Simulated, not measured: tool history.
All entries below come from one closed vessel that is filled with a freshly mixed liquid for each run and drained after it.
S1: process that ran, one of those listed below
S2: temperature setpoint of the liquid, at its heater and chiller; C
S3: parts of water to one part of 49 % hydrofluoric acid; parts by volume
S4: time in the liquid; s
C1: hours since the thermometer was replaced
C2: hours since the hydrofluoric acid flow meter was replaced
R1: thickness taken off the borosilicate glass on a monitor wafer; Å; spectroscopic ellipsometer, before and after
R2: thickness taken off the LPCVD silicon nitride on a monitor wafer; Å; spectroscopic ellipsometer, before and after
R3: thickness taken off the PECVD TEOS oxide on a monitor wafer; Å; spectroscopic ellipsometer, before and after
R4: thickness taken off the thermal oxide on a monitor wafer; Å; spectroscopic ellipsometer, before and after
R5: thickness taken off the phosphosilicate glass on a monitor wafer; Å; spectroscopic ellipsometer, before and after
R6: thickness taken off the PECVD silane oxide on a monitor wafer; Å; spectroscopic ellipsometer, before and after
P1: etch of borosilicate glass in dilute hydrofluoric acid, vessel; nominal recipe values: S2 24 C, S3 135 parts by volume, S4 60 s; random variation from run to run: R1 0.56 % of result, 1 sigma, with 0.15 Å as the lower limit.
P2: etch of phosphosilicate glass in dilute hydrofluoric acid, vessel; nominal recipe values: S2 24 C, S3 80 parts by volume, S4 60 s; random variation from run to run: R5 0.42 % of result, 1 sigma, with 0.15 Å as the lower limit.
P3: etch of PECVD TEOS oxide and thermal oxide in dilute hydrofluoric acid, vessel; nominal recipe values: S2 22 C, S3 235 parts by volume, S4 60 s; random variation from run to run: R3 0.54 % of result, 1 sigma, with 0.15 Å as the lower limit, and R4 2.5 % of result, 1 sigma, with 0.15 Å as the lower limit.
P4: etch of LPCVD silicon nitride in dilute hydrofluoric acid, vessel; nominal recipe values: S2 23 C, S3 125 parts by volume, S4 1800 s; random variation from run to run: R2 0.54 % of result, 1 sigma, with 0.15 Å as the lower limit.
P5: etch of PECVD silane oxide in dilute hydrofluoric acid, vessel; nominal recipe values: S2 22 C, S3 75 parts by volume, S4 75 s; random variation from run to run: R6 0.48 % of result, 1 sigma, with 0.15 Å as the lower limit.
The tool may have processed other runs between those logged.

run	hour	S1	S2	S3	S4	C1	C2	R1	R2	R3	R4	R5	R6
1	16	P1	24	135	60	1436.5	1151.4	101.62					
2	26.7	P1	24	135	60	1447.2	1162.1	101.64					
3	39.9	P1	24	135	60	1460.4	1175.3	101.29					
4	57	P4	18	125	1800	1477.5	1192.4		55.449				
5	67.7	P3	22	235	90	1488.2	1203.1			90.96	14.595		
6	83.1	P4	23	125	815	1503.6	1218.5		35.242				
7	96.5	P1	24	135	60	1517	1231.9	101.02					
8	111.3	P2	24	80	30	1531.8	1246.7					724.37	
9	125.7	P1	24	235	60	1546.2	1261.1	52.078					
10	138.2	P5	22	45	75	1558.7	1273.6						538.7
11	152.6	P4	23	35	1800	1573.1	1288		269.25				
12	164.2	P4	23	125	1800	1584.7	1299.6		77.74				
13	179.7	P1	24	135	60	1600.2	1315.1	101.92					
# hour 186.3: thermometer replaced
14	190.4	P1	24	135	30	4.1	1325.8	50.647					
15	207.1	P3	22	235	60	20.8	1342.5			59.966	9.9852		
16	219.1	P1	24	135	60	32.8	1354.5	102.47					
17	233.6	P1	24	135	110	47.3	1369	188.13					
18	243	P1	19	135	60	56.7	1378.4	83.14					
19	254.9	P2	24	80	60	68.6	1390.3					1445.4	
20	270.3	P2	24	120	60	84	1405.7					924.26	
21	282.6	P1	30	135	60	96.3	1418	127.73					
22	297.1	P5	22	75	75	110.8	1432.5						308.83
23	312.9	P5	18	75	75	126.6	1448.3						263.64
24	324	P3	22	405	60	137.7	1459.4			29.874	5.0688		
25	333.3	P2	17.5	80	60	147	1468.7					1106.4	
26	343.5	P3	27.5	235	60	157.2	1478.9			73.381	11.352		
27	353.4	P3	22	235	60	167.1	1488.8			60.266	9.438		
28	370	P1	24	45	30	183.7	1505.4	170.67					
29	381.3	P5	22	75	35	195	1516.7						142.84
30	390.8	P1	24	40	60	204.5	1526.2	389.9					
31	405.4	P1	24	135	60	219.1	1540.8	101.6					
32	423.4	P1	24	135	60	237.1	1558.8	108.2					
33	433	P1	24	135	60	246.7	1568.4	108.15					
34	444.9	P1	24	135	60	258.6	1580.3	111.01					
35	454	P1	24	135	60	267.7	1589.4	110.65					
36	464.5	P1	24	135	60	278.2	1599.9	111.6					
37	475	P1	24	135	60	288.7	1610.4	109.88					
38	486.4	P1	24	135	60	300.1	1621.8	112.83					

Compared with where it was, what P1 gives has crept away. Each cause listed below fits the log as well as the rest, at the size given for it:
A: hydrofluoric acid flow above the setpoint (%) = 8.2
B: liquid hotter than its thermometer reads (K) = 2.38
The creep began at about hour 405.4.

Of the 4 check runs listed below, each run on one wafer and each result written as a question mark, which would let you distinguish the listed causes because they would give clearly different results?
check 1	497.8	P5	22	75	75								?
check 2	497.8	P3	22	235	60					?	?		
check 3	497.8	P4	23	125	1800				?				
check 4	497.8	P2	24	80	60							?	

How each check would come out, cause by cause:
check	result	if A	if B
check 1	R6	336.81	340.54
check 2	R3	66.519	65.871
check 2	R4	10.856	10.75
check 3	R2	83.434	90.14
check 4	R5	1582.7	1595.8
Per-check spread between the two closest causes, in the result where they differ most: check 1 1.1 %; check 2 0.98 %; check 3 7.73 %; check 4 0.82 %
Of the check runs offered, only check 3 discriminates between the causes; the rest would read about the same regardless of which cause applies.

Running check 3 produced the following: R2 83.551 Å. Which one of the listed causes fits?

Of the candidate causes, it is A: hydrofluoric acid flow above the setpoint (%).
